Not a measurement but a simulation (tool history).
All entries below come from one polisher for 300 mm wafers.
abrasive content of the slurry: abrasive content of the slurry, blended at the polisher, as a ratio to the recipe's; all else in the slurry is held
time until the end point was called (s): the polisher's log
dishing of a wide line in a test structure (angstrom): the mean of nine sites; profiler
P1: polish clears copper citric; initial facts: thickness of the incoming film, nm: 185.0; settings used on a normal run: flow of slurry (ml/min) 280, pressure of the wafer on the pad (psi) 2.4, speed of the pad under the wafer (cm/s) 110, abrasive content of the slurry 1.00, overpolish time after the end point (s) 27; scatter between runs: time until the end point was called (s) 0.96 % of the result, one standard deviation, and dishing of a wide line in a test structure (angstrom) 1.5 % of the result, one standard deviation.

run	hour	flow of slurry (ml/min)	pressure of the wafer on the pad (psi)	speed of the pad under the wafer (cm/s)	abrasive content of the slurry	overpolish time after the end point (s)	wafers polished on this pad	hours since the slurry nozzle was cleaned	hours since the head pressure was calibrated	hours since the slurry blender was calibrated	time until the end point was called (s)	dishing of a wide line in a test structure (angstrom)
1	5.9	280	2.4	110	1.00	27	381	477.6	177.8	78.2	93.340	363.85
2	11.1	280	2.4	58	1.25	27	420	482.8	183.0	83.4	162.930	217.14
3	18.2	280	2.4	110	1.50	27	473	489.9	190.1	90.5	86.388	393.30
4	22.8	280	1.6	110	1.00	27	507	494.5	194.7	95.1	136.870	257.23
5	30.1	280	2.4	110	1.00	27	562	501.8	202.0	102.4	93.769	374.56
6	35.8	280	2.4	148	1.00	27	605	507.5	207.7	108.1	69.469	465.67
7	39.9	365	2.4	110	1.00	27	635	511.6	211.8	112.2	90.115	369.78
8	44.6	380	2.4	74	1.00	27	671	516.3	216.5	116.9	133.880	260.76
9	50.2	280	2.4	110	0.55	27	713	521.9	222.1	122.5	105.820	332.15
10	57.8	170	2.4	110	1.00	27	770	529.5	229.7	130.1	99.552	352.23
11	67.0	280	2.4	110	1.00	11	839	538.7	238.9	139.3	93.857	159.29
12	74.5	280	2.4	110	1.00	44	895	546.2	246.4	146.8	94.230	549.59
13	79.0	280	2.4	110	1.00	27	929	550.7	250.9	151.3	93.387	376.72
14	84.3	280	2.4	50	1.00	27	968	556.0	256.2	156.6	200.370	184.97
15	91.4	280	3.6	110	1.00	27	1021	563.1	263.3	163.7	64.135	536.88
16	95.7	280	2.4	110	1.00	27	1054	567.4	267.6	168.0	93.694	365.70
17	102.3	280	2.4	110	1.00	27	1103	574.0	274.2	174.6	93.115	365.06
18	111.3	280	2.4	110	1.00	27	1171	583.0	283.2	183.6	95.236	352.17
19	120.9	280	2.4	110	1.00	27	1243	592.6	292.8	193.2	96.261	362.60
20	126.1	280	2.4	110	1.00	27	1282	597.8	298.0	198.4	96.696	350.63
21	130.8	280	2.4	110	1.00	27	1317	602.5	302.7	203.1	98.655	354.88
22	140.4	280	2.4	110	1.00	27	1389	612.1	312.3	212.7	97.819	346.64
# hour 147.3: head pressure recalibrated
23	148.5	280	2.4	110	1.00	27	1449	620.2	1.3	220.8	98.226	356.31
# hour 148.7: slurry blender recalibrated
24	156.0	280	2.4	110	1.00	27	1506	627.7	8.8	7.4	99.467	350.03
25	164.8	280	2.4	110	1.00	27	1572	636.5	17.6	16.2	98.469	350.46
26	173.8	280	2.4	110	1.00	27	1639	645.5	26.6	25.2	97.009	344.15

Something has made what P1 gives creep away from where it was; the 2 causes below, each at its own stated size, fit the log equally well:
A: removal rate lost through wear of the pad, % = 5.6
B: slurry flow missing at the pad, % = 38.1
Onset of the creep was near hour 102.3.
The rest of the possible causes, and what rules out each one:
head's pressure below its setpoint, %: its service at hour 147.3 followed the start of the drift and did not put the process back to its old value
abrasive missing from the slurry, %: its service at hour 148.7 followed the start of the drift and did not put the process back to its old value

Which of the check runs below tells the causes apart, meaning the causes would give it clearly different results? Each run uses 5 wafers whose results are averaged, and each result is shown as a question mark.
check 1	182.8	280	3.4	110	1.00	27					?	?
check 2	182.8	170	3.6	110	1.00	27					?	?
check 3	182.8	280	2.4	50	1.00	16					?	?
check 4	182.8	280	2.4	110	0.55	27					?	?

Outcome of each check run for each possible cause:
check	result	if A	if B
check 1	time until the end point was called (s)	70.694	70.697
check 1	dishing of a wide line in a test structure (angstrom)	479.04	479.02
check 2	time until the end point was called (s)	71.013	73.476
check 2	dishing of a wide line in a test structure (angstrom)	478.61	464.64
check 3	time until the end point was called (s)	211.640	211.650
check 3	dishing of a wide line in a test structure (angstrom)	105.66	105.65
check 4	time until the end point was called (s)	112.400	112.410
check 4	dishing of a wide line in a test structure (angstrom)	312.77	312.76
Minimum pairwise separation of causes per check, each pair taken at its best-separating result: check 1 0 %; check 2 3.41 %; check 3 0 %; check 4 0 %
Check 2 distinguishes between the causes, while the remaining checks would return nearly the same result for all of them.

Check 2 was then run and gave: time until the end point was called (s) 73.382; dishing of a wide line in a test structure (angstrom) 464.36. Which cause is it?

The cause is B: slurry flow missing at the pad, %.

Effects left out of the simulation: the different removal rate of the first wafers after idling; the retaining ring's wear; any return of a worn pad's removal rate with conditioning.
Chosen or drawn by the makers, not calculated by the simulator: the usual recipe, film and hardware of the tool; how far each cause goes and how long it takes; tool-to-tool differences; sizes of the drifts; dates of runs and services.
